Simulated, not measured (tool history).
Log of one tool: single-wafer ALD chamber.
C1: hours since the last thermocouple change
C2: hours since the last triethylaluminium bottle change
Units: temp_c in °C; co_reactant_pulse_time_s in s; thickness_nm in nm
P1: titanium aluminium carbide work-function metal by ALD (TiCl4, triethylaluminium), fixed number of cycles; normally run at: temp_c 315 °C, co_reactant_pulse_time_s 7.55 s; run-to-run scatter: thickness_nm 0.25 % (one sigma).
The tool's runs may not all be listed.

run 1 day=0.342 | temp_c=315 co_reactant_pulse_time_s=7.55 | C1=1668.4 C2=873.8 | thickness_nm=2.1145
run 2 day=0.600 | temp_c=338 co_reactant_pulse_time_s=7.55 | C1=1674.6 C2=880.0 | thickness_nm=2.3095
run 3 day=1.012 | temp_c=315 co_reactant_pulse_time_s=7.55 | C1=1684.5 C2=889.9 | thickness_nm=2.1218
run 4 day=1.379 | temp_c=315 co_reactant_pulse_time_s=7.55 | C1=1693.3 C2=898.7 | thickness_nm=2.1125
run 5 day=1.692 | temp_c=315 co_reactant_pulse_time_s=7.55 | C1=1700.8 C2=906.2 | thickness_nm=2.1225
run 6 day=2.154 | temp_c=304 co_reactant_pulse_time_s=2.73 | C1=1711.9 C2=917.3 | thickness_nm=1.3289
-- day=2.483 triethylaluminium bottle replaced
run 7 day=2.542 | temp_c=315 co_reactant_pulse_time_s=7.55 | C1=1721.2 C2=1.4 | thickness_nm=2.1223
run 8 day=2.792 | temp_c=315 co_reactant_pulse_time_s=7.55 | C1=1727.2 C2=7.4 | thickness_nm=2.1228
run 9 day=3.100 | temp_c=315 co_reactant_pulse_time_s=7.55 | C1=1734.6 C2=14.8 | thickness_nm=2.1199
run 10 day=3.508 | temp_c=297 co_reactant_pulse_time_s=7.55 | C1=1744.4 C2=24.6 | thickness_nm=1.9551
run 11 day=3.908 | temp_c=315 co_reactant_pulse_time_s=12.12 | C1=1754.0 C2=34.2 | thickness_nm=2.2484
run 12 day=4.354 | temp_c=315 co_reactant_pulse_time_s=2.84 | C1=1764.7 C2=44.9 | thickness_nm=1.4257
run 13 day=4.588 | temp_c=315 co_reactant_pulse_time_s=7.55 | C1=1770.3 C2=50.5 | thickness_nm=2.1221
run 14 day=5.038 | temp_c=315 co_reactant_pulse_time_s=7.55 | C1=1781.1 C2=61.3 | thickness_nm=2.1007
run 15 day=5.346 | temp_c=315 co_reactant_pulse_time_s=7.55 | C1=1788.5 C2=68.7 | thickness_nm=2.0951
run 16 day=5.575 | temp_c=315 co_reactant_pulse_time_s=7.55 | C1=1794.0 C2=74.2 | thickness_nm=2.0786
run 17 day=5.904 | temp_c=315 co_reactant_pulse_time_s=7.55 | C1=1801.9 C2=82.1 | thickness_nm=2.0875
run 18 day=6.367 | temp_c=315 co_reactant_pulse_time_s=7.55 | C1=1813.0 C2=93.2 | thickness_nm=2.0858

Run 19 comes next. What will it give?
run 19 day=6.704 | temp_c=315 co_reactant_pulse_time_s=7.55 | C1=1821.1 C2=101.3 | thickness_nm=?

Run 19 gave thickness_nm 2.0751 nm.
